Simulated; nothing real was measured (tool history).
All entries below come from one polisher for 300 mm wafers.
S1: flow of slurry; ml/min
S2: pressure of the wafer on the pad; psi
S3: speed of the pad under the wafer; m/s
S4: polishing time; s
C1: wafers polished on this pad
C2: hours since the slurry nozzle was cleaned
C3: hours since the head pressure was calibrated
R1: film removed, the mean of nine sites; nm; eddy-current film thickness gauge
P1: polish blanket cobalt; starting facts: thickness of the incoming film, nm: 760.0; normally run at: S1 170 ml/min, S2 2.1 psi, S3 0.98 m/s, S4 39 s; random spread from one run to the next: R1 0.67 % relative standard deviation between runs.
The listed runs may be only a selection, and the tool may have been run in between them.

run 1 hour=15.4 | S1=170 S2=2.1 S3=0.98 S4=39 | C1=803 C2=185.1 C3=861.0 | R1=203.960
run 2 hour=27.6 | S1=120 S2=2.1 S3=0.98 S4=39 | C1=931 C2=197.3 C3=873.2 | R1=191.690
run 3 hour=37.9 | S1=170 S2=2.1 S3=1.42 S4=39 | C1=1039 C2=207.6 C3=883.5 | R1=289.640
run 4 hour=48.8 | S1=170 S2=2.1 S3=0.98 S4=19 | C1=1154 C2=218.5 C3=894.4 | R1=98.300
run 5 hour=59.6 | S1=170 S2=2.1 S3=0.50 S4=39 | C1=1267 C2=229.3 C3=905.2 | R1=102.530
run 6 hour=74.7 | S1=170 S2=2.1 S3=0.98 S4=39 | C1=1425 C2=244.4 C3=920.3 | R1=202.310
run 7 hour=87.7 | S1=170 S2=2.1 S3=0.98 S4=39 | C1=1562 C2=257.4 C3=933.3 | R1=201.710
run 8 hour=99.3 | S1=170 S2=1.0 S3=0.98 S4=39 | C1=1683 C2=269.0 C3=944.9 | R1=94.966
run 9 hour=111.7 | S1=170 S2=1.0 S3=0.60 S4=39 | C1=1814 C2=281.4 C3=957.3 | R1=58.713
run 10 hour=121.9 | S1=170 S2=2.1 S3=0.98 S4=39 | C1=1921 C2=291.6 C3=967.5 | R1=202.170
run 11 hour=135.9 | S1=265 S2=2.1 S3=0.98 S4=39 | C1=2067 C2=305.6 C3=981.5 | R1=212.880
run 12 hour=152.0 | S1=170 S2=2.1 S3=0.98 S4=39 | C1=2236 C2=321.7 C3=997.6 | R1=201.670
run 13 hour=159.3 | S1=170 S2=2.1 S3=0.98 S4=39 | C1=2313 C2=329.0 C3=1004.9 | R1=202.680
run 14 hour=175.7 | S1=170 S2=3.2 S3=0.98 S4=39 | C1=2485 C2=345.4 C3=1021.3 | R1=307.320
run 15 hour=187.4 | S1=170 S2=2.1 S3=0.98 S4=39 | C1=2608 C2=357.1 C3=1033.0 | R1=199.750
run 16 hour=202.9 | S1=170 S2=2.1 S3=0.98 S4=61 | C1=2770 C2=372.6 C3=1048.5 | R1=315.620
run 17 hour=217.6 | S1=170 S2=2.1 S3=0.98 S4=39 | C1=2924 C2=387.3 C3=1063.2 | R1=197.690
run 18 hour=232.4 | S1=170 S2=2.1 S3=0.98 S4=39 | C1=3080 C2=402.1 C3=1078.0 | R1=192.490
run 19 hour=239.6 | S1=170 S2=2.1 S3=0.98 S4=39 | C1=3155 C2=409.3 C3=1085.2 | R1=190.370

Run 20, settings as shown, results not yet in. Your forecast:
-- hour=246.8 worn pad replaced by a new one
run 20 hour=253.8 | S1=170 S2=2.1 S3=0.98 S4=39 | C1=73 C2=423.5 C3=1099.4 | R1=?

{"run 20": {"R1": 188.67}}
